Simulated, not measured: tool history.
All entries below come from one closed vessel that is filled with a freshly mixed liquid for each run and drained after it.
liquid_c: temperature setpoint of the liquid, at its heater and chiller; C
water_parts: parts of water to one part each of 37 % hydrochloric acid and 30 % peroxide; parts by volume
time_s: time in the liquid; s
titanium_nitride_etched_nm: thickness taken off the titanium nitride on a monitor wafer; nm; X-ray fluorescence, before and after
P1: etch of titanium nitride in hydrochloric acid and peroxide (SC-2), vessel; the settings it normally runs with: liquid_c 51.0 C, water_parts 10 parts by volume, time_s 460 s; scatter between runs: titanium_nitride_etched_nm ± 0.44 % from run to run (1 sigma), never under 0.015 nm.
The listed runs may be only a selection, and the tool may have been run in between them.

Run 1, hour 11.0: liquid_c 51.0 C, water_parts 10 parts by volume, time_s 460 s. Result: titanium_nitride_etched_nm 16.6070 nm.
Run 2, hour 22.4: liquid_c 64.5 C, water_parts 10 parts by volume, time_s 460 s. Result: titanium_nitride_etched_nm 39.6120 nm.
Run 3, hour 40.5: liquid_c 65.0 C, water_parts 10 parts by volume, time_s 150 s. Result: titanium_nitride_etched_nm 13.2450 nm.
Run 4, hour 52.9: liquid_c 36.5 C, water_parts 10 parts by volume, time_s 460 s. Result: titanium_nitride_etched_nm 6.0439 nm.
Run 5, hour 70.9: liquid_c 51.0 C, water_parts 10 parts by volume, time_s 910 s. Result: titanium_nitride_etched_nm 32.8240 nm.
Run 6, hour 84.6: liquid_c 51.0 C, water_parts 10 parts by volume, time_s 460 s. Result: titanium_nitride_etched_nm 16.5830 nm.
Run 7, hour 97.1: liquid_c 51.0 C, water_parts 10 parts by volume, time_s 65 s. Result: titanium_nitride_etched_nm 2.3300 nm.
Run 8, hour 110.2: liquid_c 51.0 C, water_parts 18 parts by volume, time_s 460 s. Result: titanium_nitride_etched_nm 9.9813 nm.
Run 9, hour 123.2: liquid_c 51.0 C, water_parts 10 parts by volume, time_s 460 s. Result: titanium_nitride_etched_nm 16.6470 nm.
Run 10, hour 134.0: liquid_c 51.0 C, water_parts 4 parts by volume, time_s 460 s. Result: titanium_nitride_etched_nm 33.1770 nm.
Run 11, hour 145.3: liquid_c 51.0 C, water_parts 10 parts by volume, time_s 460 s. Result: titanium_nitride_etched_nm 16.5710 nm.
Run 12, hour 154.1: liquid_c 51.0 C, water_parts 10 parts by volume, time_s 460 s. Result: titanium_nitride_etched_nm 16.6660 nm.
Run 13, hour 164.3: liquid_c 51.0 C, water_parts 10 parts by volume, time_s 460 s. Result: titanium_nitride_etched_nm 16.0960 nm.
Run 14, hour 176.0: liquid_c 51.0 C, water_parts 10 parts by volume, time_s 460 s. Result: titanium_nitride_etched_nm 15.8200 nm.
Run 15, hour 186.7: liquid_c 51.0 C, water_parts 10 parts by volume, time_s 460 s. Result: titanium_nitride_etched_nm 15.5650 nm.
Run 16, hour 201.3: liquid_c 51.0 C, water_parts 10 parts by volume, time_s 460 s. Result: titanium_nitride_etched_nm 15.4500 nm.
Run 17, hour 220.2: liquid_c 51.0 C, water_parts 10 parts by volume, time_s 460 s. Result: titanium_nitride_etched_nm 15.4170 nm.
At hour 223.0: new drum of peroxide connected.
Run 18, hour 230.2: liquid_c 51.0 C, water_parts 10 parts by volume, time_s 460 s. Result: titanium_nitride_etched_nm 15.2760 nm.
Run 19, hour 241.1: liquid_c 51.0 C, water_parts 10 parts by volume, time_s 460 s. Result: titanium_nitride_etched_nm 15.3480 nm.
Run 20, hour 255.6: liquid_c 51.0 C, water_parts 10 parts by volume, time_s 460 s. Result: titanium_nitride_etched_nm 15.4320 nm.

What P1 gives has crept away from where it was. These 2 causes fit the log equally well, each at the size given:
A: chemicals flow below the setpoint (%) = 9.47
B: liquid colder than its thermometer reads (K) = 1.26
The drift started at roughly hour 154.1.
What rules out each remaining cause:
peroxide weaker than its label (%): was serviced at hour 223.0, once the creep was under way, yet the earlier output never came back

You are offered 4 check runs, listed below with question marks in place of their results; each one averages 3 wafers. Which run separates the listed causes by giving clearly different results for each?
Run check 1, hour 270.1: liquid_c 42.0 C, water_parts 4 parts by volume, time_s 460 s. Result: titanium_nitride_etched_nm ?.
Run check 2, hour 270.1: liquid_c 51.0 C, water_parts 18 parts by volume, time_s 460 s. Result: titanium_nitride_etched_nm ?.
Run check 3, hour 270.1: liquid_c 58.0 C, water_parts 10 parts by volume, time_s 615 s. Result: titanium_nitride_etched_nm ?.
Run check 4, hour 270.1: liquid_c 59.0 C, water_parts 10 parts by volume, time_s 895 s. Result: titanium_nitride_etched_nm ?.

If the cause were each of the candidates in turn, the checks would give the following:
  check                      result     if A     if B
check 1  titanium_nitride_etched_nm  16.8420  16.4860
check 2  titanium_nitride_etched_nm   9.1219   9.1783
check 3  titanium_nitride_etched_nm  32.2130  32.3180
check 4  titanium_nitride_etched_nm  49.9420  50.1300
Per-check spread between the two closest causes, in the result where they differ most: check 1 2.13 %; check 2 0.62 %; check 3 0.33 %; check 4 0.38 %
Check 1 distinguishes between the causes, while the remaining checks would return nearly the same result for all of them.

Check 1 has now been run. It gave: titanium_nitride_etched_nm 16.8040 nm. Which of the candidate causes is it?

It was cause A: chemicals flow below the setpoint (%).
